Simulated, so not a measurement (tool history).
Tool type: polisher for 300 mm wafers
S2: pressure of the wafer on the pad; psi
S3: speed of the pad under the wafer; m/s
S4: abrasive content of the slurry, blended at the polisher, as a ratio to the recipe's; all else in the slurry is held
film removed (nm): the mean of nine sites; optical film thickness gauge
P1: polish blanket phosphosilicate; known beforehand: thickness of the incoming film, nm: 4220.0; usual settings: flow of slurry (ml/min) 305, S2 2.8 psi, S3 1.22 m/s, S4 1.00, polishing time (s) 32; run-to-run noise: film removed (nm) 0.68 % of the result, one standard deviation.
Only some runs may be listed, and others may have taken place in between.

Run 1, hour 13.5: flow of slurry (ml/min) 305, S2 2.8 psi, S3 1.22 m/s, S4 1.00, polishing time (s) 32. Result: film removed (nm) 297.510.
Run 2, hour 19.7: flow of slurry (ml/min) 305, S2 2.8 psi, S3 1.22 m/s, S4 1.30, polishing time (s) 32. Result: film removed (nm) 332.970.
Run 3, hour 30.5: flow of slurry (ml/min) 305, S2 2.8 psi, S3 1.22 m/s, S4 1.00, polishing time (s) 18. Result: film removed (nm) 165.970.
Run 4, hour 41.7: flow of slurry (ml/min) 305, S2 1.3 psi, S3 1.22 m/s, S4 1.00, polishing time (s) 32. Result: film removed (nm) 137.810.
Run 5, hour 49.8: flow of slurry (ml/min) 455, S2 2.8 psi, S3 1.22 m/s, S4 1.00, polishing time (s) 32. Result: film removed (nm) 303.300.
Run 6, hour 62.6: flow of slurry (ml/min) 305, S2 2.8 psi, S3 1.66 m/s, S4 1.00, polishing time (s) 32. Result: film removed (nm) 381.300.
Run 7, hour 72.8: flow of slurry (ml/min) 305, S2 1.3 psi, S3 0.74 m/s, S4 1.00, polishing time (s) 32. Result: film removed (nm) 92.863.
Run 8, hour 83.7: flow of slurry (ml/min) 185, S2 2.8 psi, S3 1.22 m/s, S4 1.00, polishing time (s) 32. Result: film removed (nm) 277.020.
Run 9, hour 94.0: flow of slurry (ml/min) 305, S2 2.8 psi, S3 1.22 m/s, S4 1.00, polishing time (s) 32. Result: film removed (nm) 296.600.
At hour 100.0: worn pad replaced by a new one.
Run 10, hour 104.5: flow of slurry (ml/min) 305, S2 2.8 psi, S3 0.64 m/s, S4 1.00, polishing time (s) 32. Result: film removed (nm) 177.710.
Run 11, hour 111.6: flow of slurry (ml/min) 305, S2 3.9 psi, S3 1.22 m/s, S4 1.00, polishing time (s) 32. Result: film removed (nm) 416.630.
Run 12, hour 122.8: flow of slurry (ml/min) 305, S2 2.8 psi, S3 1.22 m/s, S4 1.00, polishing time (s) 32. Result: film removed (nm) 299.860.
Run 13, hour 133.8: flow of slurry (ml/min) 305, S2 2.8 psi, S3 1.22 m/s, S4 0.55, polishing time (s) 32. Result: film removed (nm) 217.470.
At hour 143.0: conditioning disc replaced and pad reconditioned.
Run 14, hour 147.2: flow of slurry (ml/min) 305, S2 1.4 psi, S3 1.22 m/s, S4 1.00, polishing time (s) 40. Result: film removed (nm) 185.070.
Run 15, hour 158.1: flow of slurry (ml/min) 460, S2 3.6 psi, S3 1.22 m/s, S4 1.00, polishing time (s) 32. Result: film removed (nm) 391.480.
Run 16, hour 166.0: flow of slurry (ml/min) 305, S2 2.8 psi, S3 1.22 m/s, S4 1.00, polishing time (s) 32. Result: film removed (nm) 295.130.
Run 17, hour 176.7: flow of slurry (ml/min) 305, S2 2.8 psi, S3 1.22 m/s, S4 1.00, polishing time (s) 46. Result: film removed (nm) 429.150.
Run 18, hour 184.6: flow of slurry (ml/min) 305, S2 2.8 psi, S3 1.22 m/s, S4 1.00, polishing time (s) 32. Result: film removed (nm) 296.730.
Run 19, hour 198.3: flow of slurry (ml/min) 305, S2 2.8 psi, S3 1.22 m/s, S4 1.00, polishing time (s) 32. Result: film removed (nm) 287.210.
Run 20, hour 209.0: flow of slurry (ml/min) 305, S2 2.8 psi, S3 1.22 m/s, S4 1.00, polishing time (s) 32. Result: film removed (nm) 285.740.
Run 21, hour 218.2: flow of slurry (ml/min) 305, S2 2.8 psi, S3 1.22 m/s, S4 1.00, polishing time (s) 32. Result: film removed (nm) 286.110.
Run 22, hour 227.6: flow of slurry (ml/min) 305, S2 2.8 psi, S3 1.22 m/s, S4 1.00, polishing time (s) 32. Result: film removed (nm) 277.560.
Run 23, hour 236.1: flow of slurry (ml/min) 305, S2 2.8 psi, S3 1.22 m/s, S4 1.00, polishing time (s) 32. Result: film removed (nm) 279.830.
At hour 240.2: conditioning disc replaced and pad reconditioned.
At hour 245.3: slurry nozzle cleaned.
Run 24, hour 245.5: flow of slurry (ml/min) 305, S2 2.8 psi, S3 1.22 m/s, S4 1.00, polishing time (s) 32. Result: film removed (nm) 274.200.
At hour 245.7: worn pad replaced by a new one.
Run 25, hour 251.7: flow of slurry (ml/min) 305, S2 2.8 psi, S3 1.22 m/s, S4 1.00, polishing time (s) 32. Result: film removed (nm) 278.360.
Run 26, hour 261.1: flow of slurry (ml/min) 305, S2 2.8 psi, S3 1.22 m/s, S4 1.00, polishing time (s) 32. Result: film removed (nm) 275.130.
Run 27, hour 269.0: flow of slurry (ml/min) 305, S2 2.8 psi, S3 1.22 m/s, S4 1.00, polishing time (s) 32. Result: film removed (nm) 276.410.
Run 28, hour 280.9: flow of slurry (ml/min) 305, S2 2.8 psi, S3 1.22 m/s, S4 1.00, polishing time (s) 32. Result: film removed (nm) 276.560.
Run 29, hour 288.9: flow of slurry (ml/min) 305, S2 2.8 psi, S3 1.22 m/s, S4 1.00, polishing time (s) 32. Result: film removed (nm) 276.230.

The log shows P1 creeping away from where it was. Any of the 2 causes listed here, at the size stated for it, fits the log just as well as the others:
A: head's pressure below its setpoint, % = 6.88
B: abrasive missing from the slurry, % = 14
Creep in the process output first set in at about hour 184.6.
Every other cause this tool's parts could produce, and why it does not fit the log:
removal rate lost through wear of the pad, %: maintenance at hour 245.7, after the shift began, did not return the process to its former output
slurry flow missing at the pad, %: maintenance at hour 245.3, after the shift began, did not return the process to its former output
time polished since the conditioner stopped cutting, s: maintenance at hour 240.2, after the shift began, did not return the process to its former output

The list below offers 4 check runs, each averaging the results of 5 wafers, and shows each result as a question mark. For which of them would the listed causes give clearly different results?
Run check 1, hour 296.9: flow of slurry (ml/min) 305, S2 2.8 psi, S3 1.22 m/s, S4 0.55, polishing time (s) 32. Result: film removed (nm) ?.
Run check 2, hour 296.9: flow of slurry (ml/min) 370, S2 2.8 psi, S3 1.22 m/s, S4 1.00, polishing time (s) 32. Result: film removed (nm) ?.
Run check 3, hour 296.9: flow of slurry (ml/min) 305, S2 2.8 psi, S3 0.84 m/s, S4 1.00, polishing time (s) 32. Result: film removed (nm) ?.
Run check 4, hour 296.9: flow of slurry (ml/min) 430, S2 1.7 psi, S3 1.22 m/s, S4 1.00, polishing time (s) 32. Result: film removed (nm) ?.

What each check would give under each cause:
  check             result     if A     if B
check 1  film removed (nm)  201.560  197.120
check 2  film removed (nm)  280.880  280.850
check 3  film removed (nm)  205.150  205.130
check 4  film removed (nm)  172.300  172.280
How far apart the two closest causes lie, in the result that separates them most: check 1 2.23 %; check 2 0.01 %; check 3 0.01 %; check 4 0.01 %
Check 1 tells the causes apart: in the others they would give nearly the same result.

Check 1 was carried out, with these results: film removed (nm) 197.760. Which of the listed causes is responsible?

Of the candidate causes, it is B: abrasive missing from the slurry, %.
